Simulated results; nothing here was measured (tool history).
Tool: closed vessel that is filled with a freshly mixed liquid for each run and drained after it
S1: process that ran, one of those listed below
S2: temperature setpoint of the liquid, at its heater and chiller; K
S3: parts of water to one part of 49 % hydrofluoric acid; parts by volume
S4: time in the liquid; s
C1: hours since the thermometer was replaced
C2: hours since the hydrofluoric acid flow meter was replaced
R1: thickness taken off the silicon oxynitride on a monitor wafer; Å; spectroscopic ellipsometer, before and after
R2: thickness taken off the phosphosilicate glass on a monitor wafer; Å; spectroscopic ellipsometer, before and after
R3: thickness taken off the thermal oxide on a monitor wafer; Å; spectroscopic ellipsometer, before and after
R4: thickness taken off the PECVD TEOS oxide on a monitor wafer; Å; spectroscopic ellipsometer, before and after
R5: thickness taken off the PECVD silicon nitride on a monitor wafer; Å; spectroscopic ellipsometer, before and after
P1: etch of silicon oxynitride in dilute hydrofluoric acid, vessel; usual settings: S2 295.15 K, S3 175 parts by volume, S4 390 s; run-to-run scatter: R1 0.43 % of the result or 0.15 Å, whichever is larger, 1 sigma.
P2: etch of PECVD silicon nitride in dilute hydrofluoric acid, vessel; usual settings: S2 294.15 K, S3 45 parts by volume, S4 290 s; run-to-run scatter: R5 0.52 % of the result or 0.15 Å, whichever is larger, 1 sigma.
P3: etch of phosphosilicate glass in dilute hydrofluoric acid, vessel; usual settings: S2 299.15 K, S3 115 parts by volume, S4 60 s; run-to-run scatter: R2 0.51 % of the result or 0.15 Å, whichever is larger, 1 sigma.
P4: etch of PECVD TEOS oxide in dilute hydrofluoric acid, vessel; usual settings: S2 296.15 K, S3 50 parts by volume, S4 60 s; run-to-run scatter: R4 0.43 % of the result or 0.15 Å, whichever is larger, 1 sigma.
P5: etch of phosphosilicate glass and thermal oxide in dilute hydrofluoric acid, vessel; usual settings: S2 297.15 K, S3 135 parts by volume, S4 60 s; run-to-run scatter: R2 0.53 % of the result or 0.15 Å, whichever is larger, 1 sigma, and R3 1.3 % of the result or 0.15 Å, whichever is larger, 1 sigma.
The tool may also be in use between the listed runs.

Run 1, hour 13: S1 P1, S2 295.15 K, S3 175 parts by volume, S4 390 s; C1 768.6; C2 884.2. Result: R1 52.903 Å.
Run 2, hour 24.3: S1 P3, S2 303.15 K, S3 115 parts by volume, S4 60 s; C1 779.9; C2 895.5. Result: R2 767.32 Å.
Run 3, hour 36.5: S1 P5, S2 305.15 K, S3 135 parts by volume, S4 60 s; C1 792.1; C2 907.7. Result: R2 530.19 Å, R3 28.624 Å.
Run 4, hour 53.2: S1 P1, S2 290.15 K, S3 250 parts by volume, S4 390 s; C1 808.8; C2 924.4. Result: R1 28.073 Å.
Run 5, hour 64.3: S1 P1, S2 295.15 K, S3 175 parts by volume, S4 390 s; C1 819.9; C2 935.5. Result: R1 52.895 Å.
Run 6, hour 78.3: S1 P1, S2 295.15 K, S3 175 parts by volume, S4 390 s; C1 833.9; C2 949.5. Result: R1 52.883 Å.
Run 7, hour 88: S1 P4, S2 290.15 K, S3 50 parts by volume, S4 60 s; C1 843.6; C2 959.2. Result: R4 124.1 Å.
Run 8, hour 106.4: S1 P3, S2 299.15 K, S3 70 parts by volume, S4 60 s; C1 862; C2 977.6. Result: R2 1139.1 Å.
Run 9, hour 116.9: S1 P3, S2 299.15 K, S3 115 parts by volume, S4 115 s; C1 872.5; C2 988.1. Result: R2 1251.1 Å.
Run 10, hour 130.7: S1 P4, S2 296.15 K, S3 50 parts by volume, S4 60 s; C1 886.3; C2 1001.9. Result: R4 159.81 Å.
Run 11, hour 145.2: S1 P1, S2 300.65 K, S3 175 parts by volume, S4 390 s; C1 900.8; C2 1016.4. Result: R1 67.864 Å.
Run 12, hour 156.2: S1 P2, S2 294.15 K, S3 45 parts by volume, S4 130 s; C1 911.8; C2 1027.4. Result: R5 66.282 Å.
Run 13, hour 166: S1 P4, S2 296.15 K, S3 50 parts by volume, S4 60 s; C1 921.6; C2 1037.2. Result: R4 159.03 Å.
Run 14, hour 179.5: S1 P1, S2 295.15 K, S3 55 parts by volume, S4 390 s; C1 935.1; C2 1050.7. Result: R1 185.14 Å.
Run 15, hour 196.1: S1 P5, S2 297.15 K, S3 135 parts by volume, S4 30 s; C1 951.7; C2 1067.3. Result: R2 198.16 Å, R3 10.478 Å.
Run 16, hour 215.1: S1 P2, S2 294.15 K, S3 45 parts by volume, S4 290 s; C1 970.7; C2 1086.3. Result: R5 151.31 Å.
Run 17, hour 232.4: S1 P1, S2 295.15 K, S3 175 parts by volume, S4 570 s; C1 988; C2 1103.6. Result: R1 77.366 Å.
Run 18, hour 251: S1 P1, S2 295.15 K, S3 175 parts by volume, S4 155 s; C1 1006.6; C2 1122.2. Result: R1 21.059 Å.
Run 19, hour 265.3: S1 P1, S2 295.15 K, S3 175 parts by volume, S4 390 s; C1 1020.9; C2 1136.5. Result: R1 53.05 Å.
Run 20, hour 278.7: S1 P2, S2 294.15 K, S3 25 parts by volume, S4 290 s; C1 1034.3; C2 1149.9. Result: R5 262.65 Å.
Run 21, hour 289.5: S1 P1, S2 292.15 K, S3 110 parts by volume, S4 390 s; C1 1045.1; C2 1160.7. Result: R1 77.015 Å.
Run 22, hour 308.9: S1 P5, S2 297.15 K, S3 240 parts by volume, S4 60 s; C1 1064.5; C2 1180.1. Result: R2 199.14 Å, R3 10.845 Å.
Run 23, hour 318.5: S1 P1, S2 302.65 K, S3 105 parts by volume, S4 390 s; C1 1074.1; C2 1189.7. Result: R1 132.57 Å.
Run 24, hour 337.5: S1 P1, S2 295.15 K, S3 245 parts by volume, S4 390 s; C1 1093.1; C2 1208.7. Result: R1 35.966 Å.
Run 25, hour 350.2: S1 P4, S2 296.15 K, S3 30 parts by volume, S4 60 s; C1 1105.8; C2 1221.4. Result: R4 272.67 Å.
Run 26, hour 366.1: S1 P5, S2 297.15 K, S3 135 parts by volume, S4 60 s; C1 1121.7; C2 1237.3. Result: R2 396.95 Å, R3 20.948 Å.
At hour 379.8: hydrofluoric acid flow meter replaced.
Run 27, hour 384.4: S1 P2, S2 290.15 K, S3 45 parts by volume, S4 290 s; C1 1140; C2 4.6. Result: R5 113.88 Å.
Run 28, hour 393.6: S1 P3, S2 299.15 K, S3 115 parts by volume, S4 60 s; C1 1149.2; C2 13.8. Result: R2 654.84 Å.
Run 29, hour 406.9: S1 P1, S2 290.15 K, S3 175 parts by volume, S4 390 s; C1 1162.5; C2 27.1. Result: R1 42.576 Å.
Run 30, hour 417.6: S1 P4, S2 296.15 K, S3 50 parts by volume, S4 30 s; C1 1173.2; C2 37.8. Result: R4 79.607 Å.
Run 31, hour 436.2: S1 P1, S2 295.15 K, S3 175 parts by volume, S4 390 s; C1 1191.8; C2 56.4. Result: R1 52.929 Å.
Run 32, hour 449.8: S1 P1, S2 295.15 K, S3 175 parts by volume, S4 390 s; C1 1205.4; C2 70. Result: R1 51.882 Å.
Run 33, hour 459: S1 P1, S2 295.15 K, S3 175 parts by volume, S4 390 s; C1 1214.6; C2 79.2. Result: R1 51.448 Å.
Run 34, hour 472.4: S1 P1, S2 295.15 K, S3 175 parts by volume, S4 390 s; C1 1228; C2 92.6. Result: R1 50.781 Å.
Run 35, hour 483.2: S1 P1, S2 295.15 K, S3 175 parts by volume, S4 390 s; C1 1238.8; C2 103.4. Result: R1 50.098 Å.
Run 36, hour 492.8: S1 P1, S2 295.15 K, S3 175 parts by volume, S4 390 s; C1 1248.4; C2 113. Result: R1 50.569 Å.
Run 37, hour 507: S1 P1, S2 295.15 K, S3 175 parts by volume, S4 390 s; C1 1262.6; C2 127.2. Result: R1 50.295 Å.
Run 38, hour 519.9: S1 P1, S2 295.15 K, S3 175 parts by volume, S4 390 s; C1 1275.5; C2 140.1. Result: R1 49.845 Å.
Run 39, hour 528.4: S1 P1, S2 295.15 K, S3 175 parts by volume, S4 390 s; C1 1284; C2 148.6. Result: R1 49.544 Å.
Run 40, hour 537.7: S1 P1, S2 295.15 K, S3 175 parts by volume, S4 390 s; C1 1293.3; C2 157.9. Result: R1 49.49 Å.
Run 41, hour 547.9: S1 P1, S2 295.15 K, S3 175 parts by volume, S4 390 s; C1 1303.5; C2 168.1. Result: R1 49.775 Å.
Run 42, hour 567.2: S1 P1, S2 295.15 K, S3 175 parts by volume, S4 390 s; C1 1322.8; C2 187.4. Result: R1 49.816 Å.

What P1 gives has crept away from where it was. These 2 causes fit the log equally well, each at the size given:
A: hydrofluoric acid flow below the setpoint (%) = 5.97
B: liquid colder than its thermometer reads (K) = 1.5
The creep began at about hour 436.2.

4 check runs are offered, one wafer each, their results left as question marks. Which one tells the causes apart?
Run check 1, hour 586.5: S1 P2, S2 294.15 K, S3 45 parts by volume, S4 290 s. Result: R5 ?.
Run check 2, hour 586.5: S1 P3, S2 299.15 K, S3 115 parts by volume, S4 60 s. Result: R2 ?.
Run check 3, hour 586.5: S1 P4, S2 296.15 K, S3 50 parts by volume, S4 60 s. Result: R4 ?.
Run check 4, hour 586.5: S1 P5, S2 297.15 K, S3 135 parts by volume, S4 60 s. Result: R2 ?, R3 ?.

What each check would give under each cause:
  check  result    if A    if B
check 1      R5  141.19  135.07
check 2      R2  607.86  615.56
check 3      R4  149.75  150.19
check 4      R2  369.23  374.11
check 4      R3  19.816  20.077
How far apart the two closest causes lie, in the result that separates them most: check 1 4.43 %; check 2 1.26 %; check 3 0.3 %; check 4 1.31 %
Check 1 tells the causes apart: in the others they would give nearly the same result.

Check 1 was then run and gave: R5 135.83 Å. Which cause is it?

It is B: liquid colder than its thermometer reads (K).
